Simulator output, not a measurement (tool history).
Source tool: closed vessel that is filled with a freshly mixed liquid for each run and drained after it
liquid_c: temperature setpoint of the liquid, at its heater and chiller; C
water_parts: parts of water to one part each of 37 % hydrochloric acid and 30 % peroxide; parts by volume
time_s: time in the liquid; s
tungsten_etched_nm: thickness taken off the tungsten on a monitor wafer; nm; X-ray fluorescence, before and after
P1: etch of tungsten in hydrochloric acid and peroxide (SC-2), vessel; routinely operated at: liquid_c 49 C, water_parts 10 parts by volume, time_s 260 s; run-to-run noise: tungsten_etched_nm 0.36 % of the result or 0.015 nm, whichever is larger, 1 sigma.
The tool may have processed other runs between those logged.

run,day,liquid_c,water_parts,time_s,hours since the thermometer was replaced,hours since the chemicals flow meter was replaced,hours since the drum of peroxide was connected,tungsten_etched_nm
1,0.75,49,10,260,782.1,519.2,203.6,53.975
2,1.167,49,10,510,792.1,529.2,213.6,105.22
3,1.8,49,16.5,260,807.3,544.4,228.8,34.948
4,2.308,36,10,260,819.5,556.6,241,21.809
5,2.921,49,10,30,834.2,571.3,255.7,6.2483
6,3.333,49,14,390,844.1,581.2,265.6,61.026
7,3.717,49,10,260,853.3,590.4,274.8,53.636
8,4.138,63,10,260,863.4,600.5,284.9,132.24
9,4.592,49,4,260,874.3,611.4,295.8,108.22
10,5.383,49,10,260,893.3,630.4,314.8,54.115
11,6.1,49,10,260,910.5,647.6,332,54.111
12,6.65,49,10,260,923.7,660.8,345.2,54.105
13,7.096,49,10,260,934.4,671.5,355.9,55.558
14,7.512,49,10,260,944.4,681.5,365.9,56.456
15,7.979,49,10,260,955.6,692.7,377.1,56.927
16,8.521,49,10,260,968.6,705.7,390.1,57.902
17,8.954,49,10,260,979,716.1,400.5,58.257
18,9.529,49,10,260,992.8,729.9,414.3,58.323
19,9.917,49,10,260,1002.1,739.2,423.6,58.374
20,10.429,49,10,260,1014.4,751.5,435.9,58.731
21,11.15,49,10,260,1031.7,768.8,453.2,58.459
22,11.767,49,10,260,1046.5,783.6,468,58.649

P1 no longer gives what it gave before; its output has crept away from where it was. The following 2 causes, each at its listed size, fit the log equally well:
A: liquid hotter than its thermometer reads (K) = 1.28
B: chemicals flow above the setpoint (%) = 10.9
The creep began at about day 6.65.
Each remaining cause and why it is not a fit:
peroxide weaker than its label (%): at its largest 8, which would move tungsten_etched_nm by -7.4 %, too little to match the creep or of the wrong sign

4 check runs are offered, each on 2 wafers whose results are averaged, their results left as question marks. Which one tells the causes apart?
check 1,12.383,38,10,260,,,,?
check 2,12.383,49,15,460,,,,?
check 3,12.383,38.5,4,260,,,,?
check 4,12.383,49,16.5,260,,,,?

What each check would give under each cause:
check,result,if A,if B
check 1,tungsten_etched_nm,27.53,27.36
check 2,tungsten_etched_nm,73.367,73.747
check 3,tungsten_etched_nm,57.057,55.724
check 4,tungsten_etched_nm,38.106,38.344
Separation of the two closest causes in each check, using whichever result separates them best: check 1 0.62 %; check 2 0.52 %; check 3 2.36 %; check 4 0.62 %
Only check 3 tells the causes apart: in the others they would give nearly the same result.

Check 3 has now been run. It gave: tungsten_etched_nm 55.657 nm. Which of the candidate causes is it?

The cause is B: chemicals flow above the setpoint (%).

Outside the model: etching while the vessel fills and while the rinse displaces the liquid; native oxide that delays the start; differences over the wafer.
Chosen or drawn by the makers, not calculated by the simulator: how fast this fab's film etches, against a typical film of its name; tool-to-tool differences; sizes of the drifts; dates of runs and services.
